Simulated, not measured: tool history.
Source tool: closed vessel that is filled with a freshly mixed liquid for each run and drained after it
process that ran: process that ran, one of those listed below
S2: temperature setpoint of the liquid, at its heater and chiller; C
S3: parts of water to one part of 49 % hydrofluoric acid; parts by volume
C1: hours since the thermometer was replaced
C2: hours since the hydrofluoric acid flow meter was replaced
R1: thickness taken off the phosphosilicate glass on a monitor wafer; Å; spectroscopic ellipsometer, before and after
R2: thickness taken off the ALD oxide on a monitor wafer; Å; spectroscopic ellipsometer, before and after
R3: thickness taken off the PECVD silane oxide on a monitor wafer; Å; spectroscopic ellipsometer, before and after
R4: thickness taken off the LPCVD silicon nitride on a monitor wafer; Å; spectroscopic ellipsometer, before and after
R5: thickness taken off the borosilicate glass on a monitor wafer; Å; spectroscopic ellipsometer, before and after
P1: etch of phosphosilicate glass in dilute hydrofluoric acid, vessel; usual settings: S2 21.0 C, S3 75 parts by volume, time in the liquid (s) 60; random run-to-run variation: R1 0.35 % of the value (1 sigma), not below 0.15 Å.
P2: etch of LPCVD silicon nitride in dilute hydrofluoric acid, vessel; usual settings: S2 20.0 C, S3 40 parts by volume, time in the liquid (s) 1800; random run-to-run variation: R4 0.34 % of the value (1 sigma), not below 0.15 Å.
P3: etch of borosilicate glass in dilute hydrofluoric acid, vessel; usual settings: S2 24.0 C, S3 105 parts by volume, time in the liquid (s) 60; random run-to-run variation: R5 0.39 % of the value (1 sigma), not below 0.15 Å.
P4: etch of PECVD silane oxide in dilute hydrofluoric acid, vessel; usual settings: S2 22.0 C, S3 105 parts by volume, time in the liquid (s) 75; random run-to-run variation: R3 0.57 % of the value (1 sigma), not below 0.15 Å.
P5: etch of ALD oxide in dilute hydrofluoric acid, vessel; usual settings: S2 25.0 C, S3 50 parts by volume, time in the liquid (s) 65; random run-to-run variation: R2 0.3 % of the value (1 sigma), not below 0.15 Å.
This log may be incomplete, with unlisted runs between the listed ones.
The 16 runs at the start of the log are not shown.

Run 17, hour 71.7: process that ran P4, S2 22.0 C, S3 105 parts by volume, time in the liquid (s) 75; C1 382.8; C2 977.0. Result: R3 121.080 Å.
Run 18, hour 77.1: process that ran P3, S2 24.0 C, S3 50 parts by volume, time in the liquid (s) 60; C1 388.2; C2 982.4. Result: R5 378.93 Å.
Run 19, hour 80.4: process that ran P1, S2 21.0 C, S3 75 parts by volume, time in the liquid (s) 60; C1 391.5; C2 985.7. Result: R1 973.72 Å.
Run 20, hour 84.2: process that ran P1, S2 21.0 C, S3 75 parts by volume, time in the liquid (s) 60; C1 395.3; C2 989.5. Result: R1 982.24 Å.
Run 21, hour 87.5: process that ran P1, S2 25.0 C, S3 75 parts by volume, time in the liquid (s) 35; C1 398.6; C2 992.8. Result: R1 673.19 Å.
At hour 89.4: hydrofluoric acid flow meter replaced.
Run 22, hour 90.2: process that ran P1, S2 21.0 C, S3 135 parts by volume, time in the liquid (s) 60; C1 401.3; C2 0.9. Result: R1 504.32 Å.
Run 23, hour 95.0: process that ran P2, S2 17.0 C, S3 40 parts by volume, time in the liquid (s) 1800; C1 406.1; C2 5.7. Result: R4 129.000 Å.
Run 24, hour 100.2: process that ran P2, S2 20.0 C, S3 40 parts by volume, time in the liquid (s) 1800; C1 411.3; C2 10.9. Result: R4 158.720 Å.
Run 25, hour 102.8: process that ran P3, S2 24.0 C, S3 105 parts by volume, time in the liquid (s) 90; C1 413.9; C2 13.5. Result: R5 252.28 Å.
Run 26, hour 107.3: process that ran P1, S2 21.0 C, S3 75 parts by volume, time in the liquid (s) 60; C1 418.4; C2 18.0. Result: R1 975.04 Å.
Run 27, hour 112.0: process that ran P1, S2 21.0 C, S3 75 parts by volume, time in the liquid (s) 60; C1 423.1; C2 22.7. Result: R1 973.79 Å.
Run 28, hour 114.6: process that ran P4, S2 22.0 C, S3 35 parts by volume, time in the liquid (s) 75; C1 425.7; C2 25.3. Result: R3 391.600 Å.
Run 29, hour 117.2: process that ran P1, S2 25.5 C, S3 75 parts by volume, time in the liquid (s) 60; C1 428.3; C2 27.9. Result: R1 1165.00 Å.
Run 30, hour 122.3: process that ran P5, S2 25.0 C, S3 50 parts by volume, time in the liquid (s) 30; C1 433.4; C2 33.0. Result: R2 105.20 Å.
Run 31, hour 125.2: process that ran P4, S2 22.0 C, S3 105 parts by volume, time in the liquid (s) 125; C1 436.3; C2 35.9. Result: R3 201.880 Å.
Run 32, hour 130.6: process that ran P1, S2 21.0 C, S3 45 parts by volume, time in the liquid (s) 60; C1 441.7; C2 41.3. Result: R1 1679.20 Å.
Run 33, hour 135.3: process that ran P1, S2 21.0 C, S3 75 parts by volume, time in the liquid (s) 60; C1 446.4; C2 46.0. Result: R1 970.24 Å.
Run 34, hour 137.8: process that ran P1, S2 21.0 C, S3 75 parts by volume, time in the liquid (s) 60; C1 448.9; C2 48.5. Result: R1 949.88 Å.

Run 35 has not been measured yet. What should we expect?
Run 35, hour 142.0: process that ran P1, S2 21.0 C, S3 75 parts by volume, time in the liquid (s) 60; C1 453.1; C2 52.7. Result: R1 ?.

R1: 921.51 Å

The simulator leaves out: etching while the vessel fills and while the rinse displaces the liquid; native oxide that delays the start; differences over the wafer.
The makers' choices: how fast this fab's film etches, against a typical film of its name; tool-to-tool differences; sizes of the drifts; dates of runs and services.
